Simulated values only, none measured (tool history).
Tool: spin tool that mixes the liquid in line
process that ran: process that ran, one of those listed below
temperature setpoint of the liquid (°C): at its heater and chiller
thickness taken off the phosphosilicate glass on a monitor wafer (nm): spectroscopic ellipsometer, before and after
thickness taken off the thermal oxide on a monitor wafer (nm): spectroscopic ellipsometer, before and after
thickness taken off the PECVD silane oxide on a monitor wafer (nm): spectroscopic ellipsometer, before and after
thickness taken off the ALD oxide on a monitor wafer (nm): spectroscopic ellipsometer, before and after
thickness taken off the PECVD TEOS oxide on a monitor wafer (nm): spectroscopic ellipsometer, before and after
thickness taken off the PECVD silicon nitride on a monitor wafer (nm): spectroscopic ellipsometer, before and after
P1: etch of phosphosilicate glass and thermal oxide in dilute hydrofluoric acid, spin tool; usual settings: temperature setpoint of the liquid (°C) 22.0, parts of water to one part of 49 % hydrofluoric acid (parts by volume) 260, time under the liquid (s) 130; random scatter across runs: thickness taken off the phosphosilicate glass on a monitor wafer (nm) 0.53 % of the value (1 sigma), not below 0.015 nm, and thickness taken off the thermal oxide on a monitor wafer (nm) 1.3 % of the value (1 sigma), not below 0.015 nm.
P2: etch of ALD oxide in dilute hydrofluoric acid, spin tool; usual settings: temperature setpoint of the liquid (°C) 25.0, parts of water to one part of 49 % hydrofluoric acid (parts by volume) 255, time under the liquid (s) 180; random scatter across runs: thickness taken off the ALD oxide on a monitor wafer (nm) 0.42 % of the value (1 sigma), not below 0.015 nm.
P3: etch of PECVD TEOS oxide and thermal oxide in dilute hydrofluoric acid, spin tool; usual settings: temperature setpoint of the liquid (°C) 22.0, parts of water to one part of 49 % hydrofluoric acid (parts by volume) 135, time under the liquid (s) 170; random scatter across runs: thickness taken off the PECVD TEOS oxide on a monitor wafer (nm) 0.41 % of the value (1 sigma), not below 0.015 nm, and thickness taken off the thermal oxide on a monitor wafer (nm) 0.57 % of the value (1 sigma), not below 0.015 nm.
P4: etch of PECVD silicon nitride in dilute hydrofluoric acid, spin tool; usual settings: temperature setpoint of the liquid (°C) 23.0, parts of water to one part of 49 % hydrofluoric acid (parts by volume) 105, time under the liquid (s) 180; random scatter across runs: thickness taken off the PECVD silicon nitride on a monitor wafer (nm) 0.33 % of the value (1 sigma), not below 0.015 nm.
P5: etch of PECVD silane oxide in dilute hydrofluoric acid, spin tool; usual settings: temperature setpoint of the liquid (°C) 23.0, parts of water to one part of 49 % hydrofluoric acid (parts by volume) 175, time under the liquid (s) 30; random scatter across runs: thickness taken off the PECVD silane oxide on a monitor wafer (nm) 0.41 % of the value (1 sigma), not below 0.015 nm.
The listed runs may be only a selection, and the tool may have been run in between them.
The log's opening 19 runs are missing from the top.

run	hour	process that ran	temperature setpoint of the liquid (°C)	parts of water to one part of 49 % hydrofluoric acid (parts by volume)	time under the liquid (s)	hours since the thermometer was replaced	hours since the hydrofluoric acid flow meter was replaced	thickness taken off the phosphosilicate glass on a monitor wafer (nm)	thickness taken off the thermal oxide on a monitor wafer (nm)	thickness taken off the PECVD silane oxide on a monitor wafer (nm)	thickness taken off the ALD oxide on a monitor wafer (nm)	thickness taken off the PECVD TEOS oxide on a monitor wafer (nm)	thickness taken off the PECVD silicon nitride on a monitor wafer (nm)
# hour 152.5: hydrofluoric acid flow meter replaced
20	153.1	P4	23.0	105	180	102.0	0.6						7.2823
21	163.0	P3	22.0	135	55	111.9	10.5		1.68940			7.5416	
22	170.5	P1	17.0	260	130	119.4	18.0	19.8900	1.47360				
23	177.8	P5	23.0	175	30	126.7	25.3			6.6228			
24	183.8	P4	23.0	50	180	132.7	31.3						15.0630
25	194.9	P4	28.0	105	180	143.8	42.4						10.0210
26	202.0	P2	25.0	40	180	150.9	49.5				76.4810		
27	208.6	P1	22.0	465	130	157.5	56.1	11.2940	0.81525				

Run 28 has not been measured yet. What should we expect?
28	214.4	P4	23.0	105	180	163.3	61.9						?

Run 28 measured thickness taken off the PECVD silicon nitride on a monitor wafer (nm) 7.2699.
